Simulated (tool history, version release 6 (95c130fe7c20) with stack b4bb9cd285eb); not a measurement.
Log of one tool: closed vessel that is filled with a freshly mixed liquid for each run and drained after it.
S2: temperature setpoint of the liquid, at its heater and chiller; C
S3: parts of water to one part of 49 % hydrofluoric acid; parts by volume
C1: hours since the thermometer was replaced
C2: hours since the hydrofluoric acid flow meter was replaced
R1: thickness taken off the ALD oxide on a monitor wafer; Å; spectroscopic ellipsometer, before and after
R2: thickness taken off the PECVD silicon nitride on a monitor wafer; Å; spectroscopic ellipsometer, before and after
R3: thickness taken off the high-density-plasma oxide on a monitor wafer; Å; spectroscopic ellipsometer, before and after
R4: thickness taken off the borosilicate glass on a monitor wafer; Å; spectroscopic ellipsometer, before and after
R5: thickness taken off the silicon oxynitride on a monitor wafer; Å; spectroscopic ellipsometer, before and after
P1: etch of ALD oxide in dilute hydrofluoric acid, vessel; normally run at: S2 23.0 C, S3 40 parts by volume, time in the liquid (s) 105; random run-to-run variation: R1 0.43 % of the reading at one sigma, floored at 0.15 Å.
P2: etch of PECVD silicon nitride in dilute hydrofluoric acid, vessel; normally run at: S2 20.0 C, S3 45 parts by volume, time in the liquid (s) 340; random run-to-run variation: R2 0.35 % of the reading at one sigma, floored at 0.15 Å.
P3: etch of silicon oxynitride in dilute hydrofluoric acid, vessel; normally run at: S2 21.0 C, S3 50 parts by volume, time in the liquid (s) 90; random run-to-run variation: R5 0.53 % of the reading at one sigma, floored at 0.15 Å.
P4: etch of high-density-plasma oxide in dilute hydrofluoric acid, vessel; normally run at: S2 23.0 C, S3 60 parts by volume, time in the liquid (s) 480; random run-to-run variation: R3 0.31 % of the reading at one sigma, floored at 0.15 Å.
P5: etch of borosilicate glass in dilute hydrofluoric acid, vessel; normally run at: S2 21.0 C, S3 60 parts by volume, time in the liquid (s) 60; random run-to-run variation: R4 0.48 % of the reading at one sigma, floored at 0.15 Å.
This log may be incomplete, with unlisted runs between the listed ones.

run 1 day=0.408 | process_that_ran=P1 S2=23.0 S3=40 time_in_the_liquid_(s)=105 | C1=1025.0 C2=580.2 | R1=288.660
run 2 day=0.846 | process_that_ran=P1 S2=17.0 S3=40 time_in_the_liquid_(s)=205 | C1=1035.5 C2=590.7 | R1=437.720
run 3 day=1.258 | process_that_ran=P1 S2=23.0 S3=40 time_in_the_liquid_(s)=105 | C1=1045.4 C2=600.6 | R1=286.340
run 4 day=1.708 | process_that_ran=P2 S2=20.0 S3=45 time_in_the_liquid_(s)=95 | C1=1056.2 C2=611.4 | R2=71.263
run 5 day=2.183 | process_that_ran=P2 S2=20.0 S3=45 time_in_the_liquid_(s)=340 | C1=1067.6 C2=622.8 | R2=256.670
run 6 day=2.712 | process_that_ran=P1 S2=23.0 S3=40 time_in_the_liquid_(s)=210 | C1=1080.3 C2=635.5 | R1=582.120
run 7 day=3.083 | process_that_ran=P4 S2=30.0 S3=60 time_in_the_liquid_(s)=480 | C1=1089.2 C2=644.4 | R3=526.75
run 8 day=3.550 | process_that_ran=P1 S2=23.0 S3=20 time_in_the_liquid_(s)=105 | C1=1100.4 C2=655.6 | R1=593.670
run 9 day=4.038 | process_that_ran=P2 S2=20.0 S3=20 time_in_the_liquid_(s)=340 | C1=1112.1 C2=667.3 | R2=558.490
run 10 day=4.521 | process_that_ran=P1 S2=17.5 S3=40 time_in_the_liquid_(s)=105 | C1=1123.7 C2=678.9 | R1=229.040
run 11 day=5.038 | process_that_ran=P1 S2=28.5 S3=40 time_in_the_liquid_(s)=105 | C1=1136.1 C2=691.3 | R1=359.260
run 12 day=5.533 | process_that_ran=P4 S2=23.0 S3=110 time_in_the_liquid_(s)=480 | C1=1148.0 C2=703.2 | R3=206.19
run 13 day=6.038 | process_that_ran=P1 S2=23.0 S3=40 time_in_the_liquid_(s)=105 | C1=1160.1 C2=715.3 | R1=290.380
run 14 day=6.429 | process_that_ran=P5 S2=21.0 S3=60 time_in_the_liquid_(s)=60 | C1=1169.5 C2=724.7 | R4=286.52
run 15 day=6.671 | process_that_ran=P4 S2=23.0 S3=60 time_in_the_liquid_(s)=480 | C1=1175.3 C2=730.5 | R3=399.34
run 16 day=7.129 | process_that_ran=P3 S2=21.0 S3=50 time_in_the_liquid_(s)=165 | C1=1186.3 C2=741.5 | R5=95.349
run 17 day=7.462 | process_that_ran=P1 S2=23.0 S3=40 time_in_the_liquid_(s)=40 | C1=1194.3 C2=749.5 | R1=110.330
run 18 day=7.858 | process_that_ran=P2 S2=28.0 S3=45 time_in_the_liquid_(s)=340 | C1=1203.8 C2=759.0 | R2=438.020
run 19 day=8.158 | process_that_ran=P3 S2=21.0 S3=90 time_in_the_liquid_(s)=90 | C1=1211.0 C2=766.2 | R5=28.151
run 20 day=8.429 | process_that_ran=P1 S2=23.0 S3=40 time_in_the_liquid_(s)=105 | C1=1217.5 C2=772.7 | R1=288.840
run 21 day=8.767 | process_that_ran=P5 S2=21.0 S3=60 time_in_the_liquid_(s)=60 | C1=1225.6 C2=780.8 | R4=283.36
run 22 day=9.279 | process_that_ran=P2 S2=20.0 S3=45 time_in_the_liquid_(s)=340 | C1=1237.9 C2=793.1 | R2=254.480
run 23 day=9.729 | process_that_ran=P1 S2=23.0 S3=70 time_in_the_liquid_(s)=55 | C1=1248.7 C2=803.9 | R1=83.229
run 24 day=10.033 | process_that_ran=P1 S2=23.0 S3=55 time_in_the_liquid_(s)=105 | C1=1256.0 C2=811.2 | R1=205.450
run 25 day=10.421 | process_that_ran=P5 S2=21.0 S3=20 time_in_the_liquid_(s)=60 | C1=1265.3 C2=820.5 | R4=901.25

Run 26 is up next; what results do you expect?
run 26 day=10.662 | process_that_ran=P3 S2=28.5 S3=50 time_in_the_liquid_(s)=90 | C1=1271.1 C2=826.3 | R5=?

{"run 26": {"R5": 75.233}}

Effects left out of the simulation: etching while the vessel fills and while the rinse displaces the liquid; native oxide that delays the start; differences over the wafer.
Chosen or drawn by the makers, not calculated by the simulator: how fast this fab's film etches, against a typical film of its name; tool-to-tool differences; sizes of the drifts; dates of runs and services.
